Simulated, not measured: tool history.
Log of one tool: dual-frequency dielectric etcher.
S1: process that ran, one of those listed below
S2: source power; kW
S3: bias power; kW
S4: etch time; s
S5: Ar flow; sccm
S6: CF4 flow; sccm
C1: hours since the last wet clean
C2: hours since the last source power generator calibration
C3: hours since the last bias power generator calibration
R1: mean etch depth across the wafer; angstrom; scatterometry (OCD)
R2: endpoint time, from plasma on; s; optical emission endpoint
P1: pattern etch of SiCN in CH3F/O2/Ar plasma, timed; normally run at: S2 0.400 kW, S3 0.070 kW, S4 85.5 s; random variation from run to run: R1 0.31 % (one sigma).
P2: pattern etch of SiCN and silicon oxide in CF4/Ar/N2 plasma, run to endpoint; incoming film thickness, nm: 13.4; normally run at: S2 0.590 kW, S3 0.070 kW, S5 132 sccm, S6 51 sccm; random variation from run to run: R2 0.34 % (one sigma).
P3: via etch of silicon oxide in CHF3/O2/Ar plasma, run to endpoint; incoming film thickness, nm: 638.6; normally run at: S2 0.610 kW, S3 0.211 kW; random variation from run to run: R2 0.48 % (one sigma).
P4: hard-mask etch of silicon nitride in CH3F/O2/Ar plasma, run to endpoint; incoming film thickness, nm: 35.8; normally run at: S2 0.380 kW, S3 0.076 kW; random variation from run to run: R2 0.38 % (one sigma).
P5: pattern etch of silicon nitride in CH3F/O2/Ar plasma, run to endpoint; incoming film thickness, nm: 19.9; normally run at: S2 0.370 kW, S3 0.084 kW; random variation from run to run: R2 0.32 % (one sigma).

run 1 hour=10.5 | S1=P1 S2=0.400 S3=0.070 S4=85.5 | C1=260.1 C2=2152.8 C3=1740.7 | R1=316.90
run 2 hour=21.6 | S1=P1 S2=0.400 S3=0.070 S4=85.5 | C1=271.2 C2=2163.9 C3=1751.8 | R1=316.03
run 3 hour=28.4 | S1=P3 S2=0.610 S3=0.253 | C1=278.0 C2=2170.7 C3=1758.6 | R2=272.150
run 4 hour=34.2 | S1=P3 S2=0.610 S3=0.211 | C1=283.8 C2=2176.5 C3=1764.4 | R2=290.920
run 5 hour=40.8 | S1=P1 S2=0.400 S3=0.070 S4=66.0 | C1=290.4 C2=2183.1 C3=1771.0 | R1=243.25
run 6 hour=49.4 | S1=P4 S2=0.310 S3=0.076 | C1=299.0 C2=2191.7 C3=1779.6 | R2=54.818
run 7 hour=58.3 | S1=P4 S2=0.380 S3=0.094 | C1=307.9 C2=2200.6 C3=1788.5 | R2=47.027
run 8 hour=68.6 | S1=P2 S2=0.590 S3=0.091 S5=132 S6=51 | C1=318.2 C2=2210.9 C3=1798.8 | R2=12.829
run 9 hour=74.1 | S1=P1 S2=0.400 S3=0.070 S4=85.5 | C1=323.7 C2=2216.4 C3=1804.3 | R1=316.28
run 10 hour=82.9 | S1=P2 S2=0.590 S3=0.070 S5=132 S6=51 | C1=332.5 C2=2225.2 C3=1813.1 | R2=14.236
run 11 hour=89.1 | S1=P4 S2=0.380 S3=0.076 | C1=338.7 C2=2231.4 C3=1819.3 | R2=50.831
run 12 hour=95.3 | S1=P3 S2=0.760 S3=0.211 | C1=344.9 C2=2237.6 C3=1825.5 | R2=268.350
run 13 hour=103.0 | S1=P2 S2=0.590 S3=0.070 S5=160 S6=51 | C1=352.6 C2=2245.3 C3=1833.2 | R2=14.678
run 14 hour=108.3 | S1=P5 S2=0.370 S3=0.116 | C1=357.9 C2=2250.6 C3=1838.5 | R2=26.066
-- hour=114.6 bias power generator calibrated
run 15 hour=115.3 | S1=P2 S2=0.590 S3=0.070 S5=132 S6=51 | C1=364.9 C2=2257.6 C3=0.7 | R2=14.240
run 16 hour=123.7 | S1=P1 S2=0.400 S3=0.070 S4=85.5 | C1=373.3 C2=2266.0 C3=9.1 | R1=316.51
run 17 hour=130.5 | S1=P1 S2=0.280 S3=0.070 S4=85.5 | C1=380.1 C2=2272.8 C3=15.9 | R1=276.07
run 18 hour=139.2 | S1=P1 S2=0.400 S3=0.089 S4=65.5 | C1=388.8 C2=2281.5 C3=24.6 | R1=265.45
run 19 hour=144.4 | S1=P5 S2=0.370 S3=0.084 | C1=394.0 C2=2286.7 C3=29.8 | R2=29.335
run 20 hour=155.9 | S1=P5 S2=0.300 S3=0.084 | C1=405.5 C2=2298.2 C3=41.3 | R2=31.781
run 21 hour=165.0 | S1=P1 S2=0.400 S3=0.070 S4=85.5 | C1=414.6 C2=2307.3 C3=50.4 | R1=316.76
run 22 hour=176.4 | S1=P2 S2=0.590 S3=0.070 S5=132 S6=67 | C1=426.0 C2=2318.7 C3=61.8 | R2=13.576
run 23 hour=182.0 | S1=P2 S2=0.710 S3=0.070 S5=132 S6=51 | C1=431.6 C2=2324.3 C3=67.4 | R2=12.084
run 24 hour=192.0 | S1=P1 S2=0.400 S3=0.070 S4=127.0 | C1=441.6 C2=2334.3 C3=77.4 | R1=467.97
run 25 hour=199.0 | S1=P1 S2=0.310 S3=0.058 S4=85.5 | C1=448.6 C2=2341.3 C3=84.4 | R1=269.96
run 26 hour=209.3 | S1=P1 S2=0.400 S3=0.095 S4=85.5 | C1=458.9 C2=2351.6 C3=94.7 | R1=352.75
run 27 hour=215.8 | S1=P1 S2=0.530 S3=0.070 S4=85.5 | C1=465.4 C2=2358.1 C3=101.2 | R1=351.58
run 28 hour=226.8 | S1=P1 S2=0.400 S3=0.082 S4=118.0 | C1=476.4 C2=2369.1 C3=112.2 | R1=459.69
run 29 hour=234.0 | S1=P1 S2=0.400 S3=0.054 S4=85.5 | C1=483.6 C2=2376.3 C3=119.4 | R1=288.68
run 30 hour=242.4 | S1=P1 S2=0.400 S3=0.070 S4=85.5 | C1=492.0 C2=2384.7 C3=127.8 | R1=317.46
run 31 hour=252.4 | S1=P1 S2=0.400 S3=0.070 S4=85.5 | C1=502.0 C2=2394.7 C3=137.8 | R1=314.25
run 32 hour=262.2 | S1=P1 S2=0.400 S3=0.070 S4=85.5 | C1=511.8 C2=2404.5 C3=147.6 | R1=313.41
-- hour=266.2 wet clean of the chamber
run 33 hour=270.4 | S1=P1 S2=0.400 S3=0.070 S4=85.5 | C1=4.3 C2=2412.7 C3=155.8 | R1=312.15
run 34 hour=276.5 | S1=P1 S2=0.400 S3=0.070 S4=85.5 | C1=10.4 C2=2418.8 C3=161.9 | R1=310.57
run 35 hour=282.6 | S1=P1 S2=0.400 S3=0.070 S4=85.5 | C1=16.5 C2=2424.9 C3=168.0 | R1=312.62
run 36 hour=294.4 | S1=P1 S2=0.400 S3=0.070 S4=85.5 | C1=28.3 C2=2436.7 C3=179.8 | R1=310.83

What P1 gives has crept away from where it was. These 2 causes fit the log equally well, each at the size given:
A: source power that arrives under what is set, % = 4.06
B: bias power that arrives under what is set, % = 4.36
The creep began at about hour 242.4.
Why every other cause is out:
chamber walls in a state that lowers the etch rate, %: serviced at hour 266.2, which brought nothing back

4 check runs are offered, each on 2 wafers whose results are averaged, their results left as question marks. Which one tells the causes apart?
run check 1 hour=306.2 | S1=P3 S2=0.610 S3=0.211 | R2=?
run check 2 hour=306.2 | S1=P4 S2=0.380 S3=0.076 | R2=?
run check 3 hour=306.2 | S1=P2 S2=0.590 S3=0.070 S5=132 S6=51 | R2=?
run check 4 hour=306.2 | S1=P5 S2=0.370 S3=0.084 | R2=?

What each check would give under each cause:
check=check_1 result=R2 if_A=296.770 if_B=296.680
check=check_2 result=R2 if_A=51.764 if_B=51.754
check=check_3 result=R2 if_A=14.737 if_B=14.444
check=check_4 result=R2 if_A=29.820 if_B=29.829
How far apart the two closest causes lie, in the result that separates them most: check 1 0.03 %; check 2 0.02 %; check 3 2.01 %; check 4 0.03 %
Only check 3 tells the causes apart: in the others they would give nearly the same result.

Then check 3 was run and gave: R2 14.441 s. Which cause is it?

It is B: bias power that arrives under what is set, %.

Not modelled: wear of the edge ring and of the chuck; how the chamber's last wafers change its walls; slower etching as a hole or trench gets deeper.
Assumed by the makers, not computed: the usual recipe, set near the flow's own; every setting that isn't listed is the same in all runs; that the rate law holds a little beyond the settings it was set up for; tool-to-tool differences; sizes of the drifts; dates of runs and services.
